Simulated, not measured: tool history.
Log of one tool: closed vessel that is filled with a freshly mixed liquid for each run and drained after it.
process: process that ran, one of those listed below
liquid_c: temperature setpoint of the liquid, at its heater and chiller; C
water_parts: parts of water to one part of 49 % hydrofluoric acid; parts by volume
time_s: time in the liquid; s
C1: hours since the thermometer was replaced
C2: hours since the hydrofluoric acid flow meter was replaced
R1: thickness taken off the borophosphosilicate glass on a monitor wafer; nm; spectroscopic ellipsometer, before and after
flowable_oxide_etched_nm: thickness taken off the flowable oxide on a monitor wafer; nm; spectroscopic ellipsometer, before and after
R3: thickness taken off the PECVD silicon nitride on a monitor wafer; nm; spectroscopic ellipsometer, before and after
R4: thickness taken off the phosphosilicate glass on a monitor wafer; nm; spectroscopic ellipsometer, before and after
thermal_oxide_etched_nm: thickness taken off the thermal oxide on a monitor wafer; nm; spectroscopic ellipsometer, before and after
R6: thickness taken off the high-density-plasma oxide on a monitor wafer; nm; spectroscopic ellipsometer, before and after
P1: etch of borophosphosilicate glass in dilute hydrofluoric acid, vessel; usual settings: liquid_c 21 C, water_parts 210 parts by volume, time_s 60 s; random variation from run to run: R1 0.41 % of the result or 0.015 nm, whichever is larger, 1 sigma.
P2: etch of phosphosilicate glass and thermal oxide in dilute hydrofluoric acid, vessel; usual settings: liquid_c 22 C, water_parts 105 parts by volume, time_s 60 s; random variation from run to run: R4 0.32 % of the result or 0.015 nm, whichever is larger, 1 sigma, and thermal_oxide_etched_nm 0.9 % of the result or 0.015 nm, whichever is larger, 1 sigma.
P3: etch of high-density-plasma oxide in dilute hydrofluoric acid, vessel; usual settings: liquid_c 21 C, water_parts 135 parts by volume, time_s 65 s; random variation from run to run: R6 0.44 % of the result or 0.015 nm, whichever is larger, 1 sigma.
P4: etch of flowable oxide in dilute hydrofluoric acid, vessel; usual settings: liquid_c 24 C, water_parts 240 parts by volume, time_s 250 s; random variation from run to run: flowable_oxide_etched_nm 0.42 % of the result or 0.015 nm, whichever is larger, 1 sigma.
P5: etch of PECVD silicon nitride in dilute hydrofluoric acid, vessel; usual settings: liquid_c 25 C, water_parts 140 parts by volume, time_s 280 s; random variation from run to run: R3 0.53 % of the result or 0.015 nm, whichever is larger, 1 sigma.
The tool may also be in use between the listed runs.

{"run": 1, "hour": 11.7, "process": "P1", "liquid_c": 21, "water_parts": 210, "time_s": 60, "C1": 283.8, "C2": 364.4, "R1": 10.595}
{"run": 2, "hour": 21.6, "process": "P4", "liquid_c": 24, "water_parts": 240, "time_s": 250, "C1": 293.7, "C2": 374.3, "flowable_oxide_etched_nm": 43.688}
{"run": 3, "hour": 36.4, "process": "P1", "liquid_c": 21, "water_parts": 210, "time_s": 85, "C1": 308.5, "C2": 389.1, "R1": 15.126}
{"run": 4, "hour": 52.4, "process": "P1", "liquid_c": 17, "water_parts": 210, "time_s": 60, "C1": 324.5, "C2": 405.1, "R1": 9.1494}
{"run": 5, "hour": 68.3, "process": "P1", "liquid_c": 21, "water_parts": 60, "time_s": 60, "C1": 340.4, "C2": 421, "R1": 43.95}
{"run": 6, "hour": 76.4, "process": "P1", "liquid_c": 21, "water_parts": 210, "time_s": 60, "C1": 348.5, "C2": 429.1, "R1": 10.65}
{"run": 7, "hour": 88.8, "process": "P5", "liquid_c": 25, "water_parts": 140, "time_s": 280, "C1": 360.9, "C2": 441.5, "R3": 9.326}
{"run": 8, "hour": 101.7, "process": "P4", "liquid_c": 24, "water_parts": 240, "time_s": 250, "C1": 373.8, "C2": 454.4, "flowable_oxide_etched_nm": 43.613}
{"run": 9, "hour": 109.6, "process": "P2", "liquid_c": 22, "water_parts": 105, "time_s": 115, "C1": 381.7, "C2": 462.3, "R4": 111.5, "thermal_oxide_etched_nm": 4.484}
{"run": 10, "hour": 123.1, "process": "P1", "liquid_c": 17, "water_parts": 105, "time_s": 60, "C1": 395.2, "C2": 475.8, "R1": 20.246}
{"run": 11, "hour": 136.0, "process": "P5", "liquid_c": 25, "water_parts": 255, "time_s": 280, "C1": 408.1, "C2": 488.7, "R3": 5.1784}
{"run": 12, "hour": 146.6, "process": "P3", "liquid_c": 28.5, "water_parts": 135, "time_s": 65, "C1": 418.7, "C2": 499.3, "R6": 6.2115}
{"run": 13, "hour": 158.2, "process": "P4", "liquid_c": 17.5, "water_parts": 240, "time_s": 250, "C1": 430.3, "C2": 510.9, "flowable_oxide_etched_nm": 34.306}
{"run": 14, "hour": 170.8, "process": "P5", "liquid_c": 25, "water_parts": 140, "time_s": 75, "C1": 442.9, "C2": 523.5, "R3": 2.5032}
{"run": 15, "hour": 178.5, "process": "P1", "liquid_c": 21, "water_parts": 210, "time_s": 60, "C1": 450.6, "C2": 531.2, "R1": 10.677}
{"run": 16, "hour": 194.6, "process": "P2", "liquid_c": 29.5, "water_parts": 105, "time_s": 60, "C1": 466.7, "C2": 547.3, "R4": 77.742, "thermal_oxide_etched_nm": 3.1305}
{"run": 17, "hour": 203.2, "process": "P1", "liquid_c": 28.5, "water_parts": 210, "time_s": 60, "C1": 475.3, "C2": 555.9, "R1": 13.948}
{"run": 18, "hour": 218.3, "process": "P3", "liquid_c": 21, "water_parts": 230, "time_s": 65, "C1": 490.4, "C2": 571, "R6": 2.4551}
{"run": 19, "hour": 233.2, "process": "P1", "liquid_c": 21, "water_parts": 210, "time_s": 60, "C1": 505.3, "C2": 585.9, "R1": 10.688}
{"run": 20, "hour": 244.5, "process": "P2", "liquid_c": 22, "water_parts": 165, "time_s": 60, "C1": 516.6, "C2": 597.2, "R4": 34.548, "thermal_oxide_etched_nm": 1.3706}
{"run": 21, "hour": 258.5, "process": "P4", "liquid_c": 24, "water_parts": 370, "time_s": 250, "C1": 530.6, "C2": 611.2, "flowable_oxide_etched_nm": 24.929}
{"run": 22, "hour": 271.1, "process": "P1", "liquid_c": 21, "water_parts": 210, "time_s": 60, "C1": 543.2, "C2": 623.8, "R1": 10.742}
{"run": 23, "hour": 284.9, "process": "P4", "liquid_c": 24, "water_parts": 240, "time_s": 415, "C1": 557, "C2": 637.6, "flowable_oxide_etched_nm": 72.346}
{"run": 24, "hour": 292.6, "process": "P5", "liquid_c": 18, "water_parts": 140, "time_s": 280, "C1": 564.7, "C2": 645.3, "R3": 5.8666}
{"run": 25, "hour": 301.4, "process": "P3", "liquid_c": 21, "water_parts": 135, "time_s": 65, "C1": 573.5, "C2": 654.1, "R6": 4.671}
{"run": 26, "hour": 311.8, "process": "P3", "liquid_c": 21, "water_parts": 135, "time_s": 30, "C1": 583.9, "C2": 664.5, "R6": 2.1224}
{"run": 27, "hour": 327.7, "process": "P3", "liquid_c": 21, "water_parts": 135, "time_s": 65, "C1": 599.8, "C2": 680.4, "R6": 4.6207}
{"run": 28, "hour": 342.3, "process": "P1", "liquid_c": 21, "water_parts": 210, "time_s": 30, "C1": 614.4, "C2": 695, "R1": 5.346}
{"run": 29, "hour": 354.7, "process": "P5", "liquid_c": 25, "water_parts": 140, "time_s": 280, "C1": 626.8, "C2": 707.4, "R3": 9.4331}
{"run": 30, "hour": 367.2, "process": "P1", "liquid_c": 21, "water_parts": 210, "time_s": 60, "C1": 639.3, "C2": 719.9, "R1": 10.647}
{"run": 31, "hour": 383.5, "process": "P2", "liquid_c": 22, "water_parts": 105, "time_s": 60, "C1": 655.6, "C2": 736.2, "R4": 57.995, "thermal_oxide_etched_nm": 2.3092}
{"run": 32, "hour": 394.3, "process": "P1", "liquid_c": 21, "water_parts": 335, "time_s": 60, "C1": 666.4, "C2": 747, "R1": 5.9508}
{"run": 33, "hour": 407.2, "process": "P1", "liquid_c": 21, "water_parts": 210, "time_s": 60, "C1": 679.3, "C2": 759.9, "R1": 10.571}
{"run": 34, "hour": 423.2, "process": "P1", "liquid_c": 21, "water_parts": 210, "time_s": 60, "C1": 695.3, "C2": 775.9, "R1": 10.62}
{"run": 35, "hour": 433.6, "process": "P1", "liquid_c": 21, "water_parts": 210, "time_s": 60, "C1": 705.7, "C2": 786.3, "R1": 10.972}
{"run": 36, "hour": 446.3, "process": "P1", "liquid_c": 21, "water_parts": 210, "time_s": 60, "C1": 718.4, "C2": 799, "R1": 11.256}
{"run": 37, "hour": 460.2, "process": "P1", "liquid_c": 21, "water_parts": 210, "time_s": 60, "C1": 732.3, "C2": 812.9, "R1": 11.345}
{"run": 38, "hour": 468.2, "process": "P1", "liquid_c": 21, "water_parts": 210, "time_s": 60, "C1": 740.3, "C2": 820.9, "R1": 11.483}
{"run": 39, "hour": 481.8, "process": "P1", "liquid_c": 21, "water_parts": 210, "time_s": 60, "C1": 753.9, "C2": 834.5, "R1": 11.646}
{"run": 40, "hour": 494.1, "process": "P1", "liquid_c": 21, "water_parts": 210, "time_s": 60, "C1": 766.2, "C2": 846.8, "R1": 11.544}
{"run": 41, "hour": 503.0, "process": "P1", "liquid_c": 21, "water_parts": 210, "time_s": 60, "C1": 775.1, "C2": 855.7, "R1": 11.582}
{"run": 42, "hour": 517.7, "process": "P1", "liquid_c": 21, "water_parts": 210, "time_s": 60, "C1": 789.8, "C2": 870.4, "R1": 11.604}
{"run": 43, "hour": 530.9, "process": "P1", "liquid_c": 21, "water_parts": 210, "time_s": 60, "C1": 803, "C2": 883.6, "R1": 11.577}

What P1 gives has crept away from where it was. These 2 causes fit the log equally well, each at the size given:
A: hydrofluoric acid flow above the setpoint (%) = 7.39
B: liquid hotter than its thermometer reads (K) = 2.29
The creep began at about hour 423.2.

4 check runs are offered, one wafer each, their results left as question marks. Which one tells the causes apart?
{"run": "check 1", "hour": 544.1, "process": "P5", "liquid_c": 25, "water_parts": 245, "time_s": 280, "R3": "?"}
{"run": "check 2", "hour": 544.1, "process": "P4", "liquid_c": 20.5, "water_parts": 240, "time_s": 335, "flowable_oxide_etched_nm": "?"}
{"run": "check 3", "hour": 544.1, "process": "P3", "liquid_c": 25.5, "water_parts": 135, "time_s": 30, "R6": "?"}
{"run": "check 4", "hour": 544.1, "process": "P2", "liquid_c": 22, "water_parts": 160, "time_s": 100, "R4": "?", "thermal_oxide_etched_nm": "?"}

What each check would give under each cause:
check=check_1 result=R3 if_A=5.7646 if_B=6.1734
check=check_2 result=flowable_oxide_etched_nm if_A=56.156 if_B=56.022
check=check_3 result=R6 if_A=2.7776 if_B=2.7876
check=check_4 result=R4 if_A=64.66 if_B=64.95
check=check_4 result=thermal_oxide_etched_nm if_A=2.5883 if_B=2.5999
How far apart the two closest causes lie, in the result that separates them most: check 1 6.85 %; check 2 0.24 %; check 3 0.36 %; check 4 0.45 %
Check 1 tells the causes apart: in the others they would give nearly the same result.

Check 1 was then run and gave: R3 5.7917 nm. Which cause is it?

It is A: hydrofluoric acid flow above the setpoint (%).
